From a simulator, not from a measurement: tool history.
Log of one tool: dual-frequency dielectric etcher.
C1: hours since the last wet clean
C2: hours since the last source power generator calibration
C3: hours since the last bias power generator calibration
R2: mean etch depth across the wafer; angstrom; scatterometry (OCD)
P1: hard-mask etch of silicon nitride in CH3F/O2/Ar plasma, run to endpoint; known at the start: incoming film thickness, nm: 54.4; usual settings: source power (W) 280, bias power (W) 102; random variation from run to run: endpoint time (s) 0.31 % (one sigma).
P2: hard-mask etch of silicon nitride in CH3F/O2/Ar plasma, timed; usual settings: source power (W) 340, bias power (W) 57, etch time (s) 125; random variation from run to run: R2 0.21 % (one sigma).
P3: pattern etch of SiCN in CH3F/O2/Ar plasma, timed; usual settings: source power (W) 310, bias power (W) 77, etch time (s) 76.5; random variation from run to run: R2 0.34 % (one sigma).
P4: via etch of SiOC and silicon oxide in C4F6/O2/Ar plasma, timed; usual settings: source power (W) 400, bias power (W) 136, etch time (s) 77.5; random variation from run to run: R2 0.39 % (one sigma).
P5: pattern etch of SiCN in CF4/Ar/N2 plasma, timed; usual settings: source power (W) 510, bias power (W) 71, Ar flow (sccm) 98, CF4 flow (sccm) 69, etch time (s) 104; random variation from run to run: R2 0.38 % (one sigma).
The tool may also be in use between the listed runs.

run 1 hour=15.7 | process_that_ran=P1 source_power_(W)=280 bias_power_(W)=102 | C1=206.1 C2=2370.3 C3=537.2 | endpoint_time_(s)=78.534
run 2 hour=25.4 | process_that_ran=P2 source_power_(W)=240 bias_power_(W)=57 etch_time_(s)=125 | C1=215.8 C2=2380 C3=546.9 | R2=644.75
run 3 hour=39.1 | process_that_ran=P1 source_power_(W)=280 bias_power_(W)=139 | C1=229.5 C2=2393.7 C3=560.6 | endpoint_time_(s)=69.238
run 4 hour=55.4 | process_that_ran=P2 source_power_(W)=340 bias_power_(W)=39 etch_time_(s)=125 | C1=245.8 C2=2410 C3=576.9 | R2=655.56
run 5 hour=71.9 | process_that_ran=P1 source_power_(W)=280 bias_power_(W)=78 | C1=262.3 C2=2426.5 C3=593.4 | endpoint_time_(s)=86.661
run 6 hour=89.7 | process_that_ran=P1 source_power_(W)=170 bias_power_(W)=124 | C1=280.1 C2=2444.3 C3=611.2 | endpoint_time_(s)=86.887
run 7 hour=104.9 | process_that_ran=P4 source_power_(W)=400 bias_power_(W)=136 etch_time_(s)=77.5 | C1=295.3 C2=2459.5 C3=626.4 | R2=805.38
run 8 hour=115.3 | process_that_ran=P1 source_power_(W)=280 bias_power_(W)=102 | C1=305.7 C2=2469.9 C3=636.8 | endpoint_time_(s)=77.95
run 9 hour=129.8 | process_that_ran=P1 source_power_(W)=280 bias_power_(W)=102 | C1=320.2 C2=2484.4 C3=651.3 | endpoint_time_(s)=78.334
run 10 hour=145.1 | process_that_ran=P1 source_power_(W)=280 bias_power_(W)=102 | C1=335.5 C2=2499.7 C3=666.6 | endpoint_time_(s)=78.609
run 11 hour=156 | process_that_ran=P1 source_power_(W)=280 bias_power_(W)=102 | C1=346.4 C2=2510.6 C3=677.5 | endpoint_time_(s)=78.587
-- hour=161.9 bias power generator calibrated
run 12 hour=171.1 | process_that_ran=P5 source_power_(W)=510 bias_power_(W)=98 etch_time_(s)=104 Ar_flow_(sccm)=98 CF4_flow_(sccm)=69 | C1=361.5 C2=2525.7 C3=9.2 | R2=1097
run 13 hour=181.6 | process_that_ran=P5 source_power_(W)=510 bias_power_(W)=71 etch_time_(s)=60 Ar_flow_(sccm)=98 CF4_flow_(sccm)=69 | C1=372 C2=2536.2 C3=19.7 | R2=569.62
run 14 hour=189.6 | process_that_ran=P2 source_power_(W)=340 bias_power_(W)=57 etch_time_(s)=125 | C1=380 C2=2544.2 C3=27.7 | R2=739.25
run 15 hour=199.7 | process_that_ran=P3 source_power_(W)=310 bias_power_(W)=60 etch_time_(s)=76.5 | C1=390.1 C2=2554.3 C3=37.8 | R2=238.87
run 16 hour=215.7 | process_that_ran=P4 source_power_(W)=400 bias_power_(W)=83 etch_time_(s)=77.5 | C1=406.1 C2=2570.3 C3=53.8 | R2=701.23
run 17 hour=228.3 | process_that_ran=P1 source_power_(W)=280 bias_power_(W)=102 | C1=418.7 C2=2582.9 C3=66.4 | endpoint_time_(s)=78.301
run 18 hour=237.5 | process_that_ran=P3 source_power_(W)=310 bias_power_(W)=77 etch_time_(s)=76.5 | C1=427.9 C2=2592.1 C3=75.6 | R2=261.85
run 19 hour=247.2 | process_that_ran=P2 source_power_(W)=340 bias_power_(W)=57 etch_time_(s)=69 | C1=437.6 C2=2601.8 C3=85.3 | R2=406.26
run 20 hour=258 | process_that_ran=P3 source_power_(W)=310 bias_power_(W)=77 etch_time_(s)=112.5 | C1=448.4 C2=2612.6 C3=96.1 | R2=384.94
run 21 hour=270.3 | process_that_ran=P1 source_power_(W)=280 bias_power_(W)=102 | C1=460.7 C2=2624.9 C3=108.4 | endpoint_time_(s)=78.511
run 22 hour=280.7 | process_that_ran=P1 source_power_(W)=200 bias_power_(W)=102 | C1=471.1 C2=2635.3 C3=118.8 | endpoint_time_(s)=88.432
run 23 hour=299.2 | process_that_ran=P3 source_power_(W)=190 bias_power_(W)=77 etch_time_(s)=76.5 | C1=489.6 C2=2653.8 C3=137.3 | R2=217.77
run 24 hour=311.4 | process_that_ran=P1 source_power_(W)=350 bias_power_(W)=102 | C1=501.8 C2=2666 C3=149.5 | endpoint_time_(s)=72.41
run 25 hour=322.7 | process_that_ran=P5 source_power_(W)=510 bias_power_(W)=71 etch_time_(s)=104 Ar_flow_(sccm)=130 CF4_flow_(sccm)=69 | C1=513.1 C2=2677.3 C3=160.8 | R2=937.07
run 26 hour=334.3 | process_that_ran=P5 source_power_(W)=510 bias_power_(W)=71 etch_time_(s)=104 Ar_flow_(sccm)=98 CF4_flow_(sccm)=41 | C1=524.7 C2=2688.9 C3=172.4 | R2=900.1
run 27 hour=342.5 | process_that_ran=P5 source_power_(W)=510 bias_power_(W)=71 etch_time_(s)=104 Ar_flow_(sccm)=98 CF4_flow_(sccm)=69 | C1=532.9 C2=2697.1 C3=180.6 | R2=981.42
run 28 hour=355.9 | process_that_ran=P5 source_power_(W)=510 bias_power_(W)=71 etch_time_(s)=104 Ar_flow_(sccm)=98 CF4_flow_(sccm)=69 | C1=546.3 C2=2710.5 C3=194 | R2=984.31
run 29 hour=370.4 | process_that_ran=P4 source_power_(W)=400 bias_power_(W)=136 etch_time_(s)=97 | C1=560.8 C2=2725 C3=208.5 | R2=1001.5
run 30 hour=386.2 | process_that_ran=P4 source_power_(W)=240 bias_power_(W)=136 etch_time_(s)=77.5 | C1=576.6 C2=2740.8 C3=224.3 | R2=653.37
run 31 hour=401.1 | process_that_ran=P5 source_power_(W)=290 bias_power_(W)=71 etch_time_(s)=104 Ar_flow_(sccm)=98 CF4_flow_(sccm)=69 | C1=591.5 C2=2755.7 C3=239.2 | R2=598.11
run 32 hour=419.2 | process_that_ran=P1 source_power_(W)=280 bias_power_(W)=102 | C1=609.6 C2=2773.8 C3=257.3 | endpoint_time_(s)=77.915
run 33 hour=431.3 | process_that_ran=P1 source_power_(W)=280 bias_power_(W)=102 | C1=621.7 C2=2785.9 C3=269.4 | endpoint_time_(s)=77.772
run 34 hour=449.7 | process_that_ran=P1 source_power_(W)=280 bias_power_(W)=102 | C1=640.1 C2=2804.3 C3=287.8 | endpoint_time_(s)=77.42
run 35 hour=467.1 | process_that_ran=P1 source_power_(W)=280 bias_power_(W)=102 | C1=657.5 C2=2821.7 C3=305.2 | endpoint_time_(s)=77.482
run 36 hour=479.7 | process_that_ran=P1 source_power_(W)=280 bias_power_(W)=102 | C1=670.1 C2=2834.3 C3=317.8 | endpoint_time_(s)=77.038
-- hour=487.6 wet clean of the chamber
run 37 hour=496.3 | process_that_ran=P1 source_power_(W)=280 bias_power_(W)=102 | C1=8.7 C2=2850.9 C3=334.4 | endpoint_time_(s)=77.245
run 38 hour=511.1 | process_that_ran=P1 source_power_(W)=280 bias_power_(W)=102 | C1=23.5 C2=2865.7 C3=349.2 | endpoint_time_(s)=77.695

What P1 gives has crept away from where it was. These 2 causes fit the log equally well, each at the size given:
A: bias power that arrives over what is set, % = 4.15
B: source power that arrives over what is set, % = 4.24
The creep began at about hour 419.2.
Why every other cause is out:
chamber walls in a state that raises the etch rate, %: serviced at hour 487.6, which brought nothing back

4 check runs are offered, each on 2 wafers whose results are averaged, their results left as question marks. Which one tells the causes apart?
run check 1 hour=525.9 | process_that_ran=P3 source_power_(W)=200 bias_power_(W)=77 etch_time_(s)=99 | R2=?
run check 2 hour=525.9 | process_that_ran=P5 source_power_(W)=510 bias_power_(W)=98 etch_time_(s)=104 Ar_flow_(sccm)=98 CF4_flow_(sccm)=69 | R2=?
run check 3 hour=525.9 | process_that_ran=P4 source_power_(W)=250 bias_power_(W)=85 etch_time_(s)=77.5 | R2=?
run check 4 hour=525.9 | process_that_ran=P2 source_power_(W)=260 bias_power_(W)=57 etch_time_(s)=125 | R2=?

What each check would give under each cause:
check=check_1 result=R2 if_A=291.17 if_B=291.17
check=check_2 result=R2 if_A=1117.9 if_B=1142.1
check=check_3 result=R2 if_A=587.97 if_B=591.07
check=check_4 result=R2 if_A=674.6 if_B=676.01
How far apart the two closest causes lie, in the result that separates them most: check 1 0 %; check 2 2.14 %; check 3 0.53 %; check 4 0.21 %
Check 2 tells the causes apart: in the others they would give nearly the same result.

Then check 2 was run and gave: R2 1142.5 angstrom. Which cause is it?

It is B: source power that arrives over what is set, %.
